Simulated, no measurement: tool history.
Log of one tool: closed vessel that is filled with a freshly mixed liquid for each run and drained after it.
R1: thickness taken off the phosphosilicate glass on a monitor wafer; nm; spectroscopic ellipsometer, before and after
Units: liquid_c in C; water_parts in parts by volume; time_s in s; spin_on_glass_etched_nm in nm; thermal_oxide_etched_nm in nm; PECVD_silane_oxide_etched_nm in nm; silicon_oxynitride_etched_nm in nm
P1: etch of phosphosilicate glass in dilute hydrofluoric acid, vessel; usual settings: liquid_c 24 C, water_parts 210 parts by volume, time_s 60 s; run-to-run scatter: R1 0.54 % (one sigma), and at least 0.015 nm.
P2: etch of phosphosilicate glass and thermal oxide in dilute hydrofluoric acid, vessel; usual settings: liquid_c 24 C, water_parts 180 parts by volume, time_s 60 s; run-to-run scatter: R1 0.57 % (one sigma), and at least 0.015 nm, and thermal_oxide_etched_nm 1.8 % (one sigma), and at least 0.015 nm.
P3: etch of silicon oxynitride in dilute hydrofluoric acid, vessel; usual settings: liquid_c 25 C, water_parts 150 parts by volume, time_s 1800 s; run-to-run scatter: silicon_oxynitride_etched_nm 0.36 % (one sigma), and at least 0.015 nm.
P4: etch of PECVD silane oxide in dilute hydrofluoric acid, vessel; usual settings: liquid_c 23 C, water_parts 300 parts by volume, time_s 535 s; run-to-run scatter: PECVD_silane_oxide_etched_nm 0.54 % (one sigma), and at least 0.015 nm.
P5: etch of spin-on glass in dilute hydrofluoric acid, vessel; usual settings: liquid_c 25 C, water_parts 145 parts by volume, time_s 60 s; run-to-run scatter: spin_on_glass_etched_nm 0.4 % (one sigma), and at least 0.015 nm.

{"run": 1, "hour": 11.0, "process": "P1", "liquid_c": 24, "water_parts": 210, "time_s": 60, "R1": 26.188}
{"run": 2, "hour": 19.0, "process": "P5", "liquid_c": 25, "water_parts": 145, "time_s": 60, "spin_on_glass_etched_nm": 25.491}
{"run": 3, "hour": 30.5, "process": "P5", "liquid_c": 33.5, "water_parts": 145, "time_s": 60, "spin_on_glass_etched_nm": 34.674}
{"run": 4, "hour": 37.8, "process": "P1", "liquid_c": 24, "water_parts": 210, "time_s": 115, "R1": 50.604}
{"run": 5, "hour": 48.5, "process": "P1", "liquid_c": 18.5, "water_parts": 210, "time_s": 60, "R1": 21.303}
{"run": 6, "hour": 58.0, "process": "P1", "liquid_c": 24, "water_parts": 130, "time_s": 60, "R1": 46.229}
{"run": 7, "hour": 68.8, "process": "P5", "liquid_c": 25, "water_parts": 235, "time_s": 60, "spin_on_glass_etched_nm": 14.295}
{"run": 8, "hour": 79.5, "process": "P1", "liquid_c": 24, "water_parts": 370, "time_s": 30, "R1": 6.2698}
{"run": 9, "hour": 89.7, "process": "P2", "liquid_c": 24, "water_parts": 330, "time_s": 60, "R1": 14.826, "thermal_oxide_etched_nm": 0.64619}
{"run": 10, "hour": 96.8, "process": "P4", "liquid_c": 23, "water_parts": 300, "time_s": 30, "PECVD_silane_oxide_etched_nm": 1.8397}
{"run": 11, "hour": 104.1, "process": "P1", "liquid_c": 24, "water_parts": 315, "time_s": 85, "R1": 22.503}
{"run": 12, "hour": 115.5, "process": "P1", "liquid_c": 24, "water_parts": 210, "time_s": 60, "R1": 26.228}
{"run": 13, "hour": 123.3, "process": "P3", "liquid_c": 25, "water_parts": 150, "time_s": 2730, "silicon_oxynitride_etched_nm": 35.452}
{"run": 14, "hour": 131.1, "process": "P2", "liquid_c": 24, "water_parts": 180, "time_s": 30, "R1": 15.981, "thermal_oxide_etched_nm": 0.75158}
{"run": 15, "hour": 138.6, "process": "P1", "liquid_c": 24, "water_parts": 210, "time_s": 60, "R1": 26.493}
{"run": 16, "hour": 145.8, "process": "P4", "liquid_c": 17, "water_parts": 300, "time_s": 535, "PECVD_silane_oxide_etched_nm": 26.3}
{"run": 17, "hour": 154.8, "process": "P3", "liquid_c": 33, "water_parts": 150, "time_s": 1800, "silicon_oxynitride_etched_nm": 33.243}
{"run": 18, "hour": 166.4, "process": "P2", "liquid_c": 24, "water_parts": 180, "time_s": 60, "R1": 31.72, "thermal_oxide_etched_nm": 1.3936}
{"run": 19, "hour": 174.6, "process": "P1", "liquid_c": 24, "water_parts": 210, "time_s": 60, "R1": 26.378}
{"run": 20, "hour": 180.0, "process": "P3", "liquid_c": 25, "water_parts": 35, "time_s": 1800, "silicon_oxynitride_etched_nm": 111.34}
{"run": 21, "hour": 188.9, "process": "P4", "liquid_c": 23, "water_parts": 300, "time_s": 535, "PECVD_silane_oxide_etched_nm": 32.842}
{"run": 22, "hour": 200.2, "process": "P1", "liquid_c": 24, "water_parts": 210, "time_s": 30, "R1": 13.134}
{"run": 23, "hour": 212.3, "process": "P2", "liquid_c": 24, "water_parts": 180, "time_s": 60, "R1": 31.735, "thermal_oxide_etched_nm": 1.4287}
{"run": 24, "hour": 220.1, "process": "P1", "liquid_c": 31.5, "water_parts": 210, "time_s": 60, "R1": 34.489}
{"run": 25, "hour": 230.7, "process": "P1", "liquid_c": 24, "water_parts": 365, "time_s": 60, "R1": 12.991}
{"run": 26, "hour": 237.6, "process": "P3", "liquid_c": 25, "water_parts": 150, "time_s": 1800, "silicon_oxynitride_etched_nm": 23.388}
{"run": 27, "hour": 244.4, "process": "P4", "liquid_c": 23, "water_parts": 300, "time_s": 535, "PECVD_silane_oxide_etched_nm": 33.112}
{"run": 28, "hour": 250.6, "process": "P4", "liquid_c": 23, "water_parts": 110, "time_s": 535, "PECVD_silane_oxide_etched_nm": 109.97}
{"run": 29, "hour": 260.8, "process": "P1", "liquid_c": 24, "water_parts": 210, "time_s": 60, "R1": 26.119}
{"run": 30, "hour": 272.9, "process": "P1", "liquid_c": 24, "water_parts": 210, "time_s": 60, "R1": 26.219}
{"run": 31, "hour": 283.7, "process": "P5", "liquid_c": 25, "water_parts": 145, "time_s": 95, "spin_on_glass_etched_nm": 40.508}
{"run": 32, "hour": 289.9, "process": "P2", "liquid_c": 17, "water_parts": 180, "time_s": 60, "R1": 24.267, "thermal_oxide_etched_nm": 1.0629}
{"run": 33, "hour": 296.6, "process": "P1", "liquid_c": 24, "water_parts": 210, "time_s": 60, "R1": 26.076}
{"run": 34, "hour": 306.9, "process": "P1", "liquid_c": 24, "water_parts": 210, "time_s": 60, "R1": 25.04}
{"run": 35, "hour": 319.3, "process": "P1", "liquid_c": 24, "water_parts": 210, "time_s": 60, "R1": 24.508}
{"run": 36, "hour": 325.7, "process": "P1", "liquid_c": 24, "water_parts": 210, "time_s": 60, "R1": 24.215}
{"run": 37, "hour": 336.8, "process": "P1", "liquid_c": 24, "water_parts": 210, "time_s": 60, "R1": 24.065}
{"run": 38, "hour": 343.9, "process": "P1", "liquid_c": 24, "water_parts": 210, "time_s": 60, "R1": 24.088}
{"run": 39, "hour": 353.8, "process": "P1", "liquid_c": 24, "water_parts": 210, "time_s": 60, "R1": 24.127}
{"run": 40, "hour": 362.9, "process": "P1", "liquid_c": 24, "water_parts": 210, "time_s": 60, "R1": 24.114}

What P1 gives has crept away from where it was. These 2 causes fit the log equally well, each at the size given:
A: hydrofluoric acid flow below the setpoint (%) = 6.9
B: liquid colder than its thermometer reads (K) = 2.37
The creep began at about hour 296.6.

4 check runs are offered, one wafer each, their results left as question marks. Which one tells the causes apart?
{"run": "check 1", "hour": 372.0, "process": "P4", "liquid_c": 17, "water_parts": 300, "time_s": 40, "PECVD_silane_oxide_etched_nm": "?"}
{"run": "check 2", "hour": 372.0, "process": "P3", "liquid_c": 30, "water_parts": 40, "time_s": 1800, "silicon_oxynitride_etched_nm": "?"}
{"run": "check 3", "hour": 372.0, "process": "P5", "liquid_c": 25, "water_parts": 205, "time_s": 60, "spin_on_glass_etched_nm": "?"}
{"run": "check 4", "hour": 372.0, "process": "P2", "liquid_c": 24, "water_parts": 235, "time_s": 60, "R1": "?", "thermal_oxide_etched_nm": "?"}

What each check would give under each cause:
check=check_1 result=PECVD_silane_oxide_etched_nm if_A=1.8012 if_B=1.7991
check=check_2 result=silicon_oxynitride_etched_nm if_A=114.06 if_B=109.82
check=check_3 result=spin_on_glass_etched_nm if_A=15.459 if_B=15.466
check=check_4 result=R1 if_A=20.931 if_B=20.984
check=check_4 result=thermal_oxide_etched_nm if_A=0.95207 if_B=0.95451
How far apart the two closest causes lie, in the result that separates them most: check 1 0.12 %; check 2 3.8 %; check 3 0.05 %; check 4 0.26 %
Check 2 tells the causes apart: in the others they would give nearly the same result.

Check 2 was then run and gave: silicon_oxynitride_etched_nm 110.26 nm. Which cause is it?

It is B: liquid colder than its thermometer reads (K).
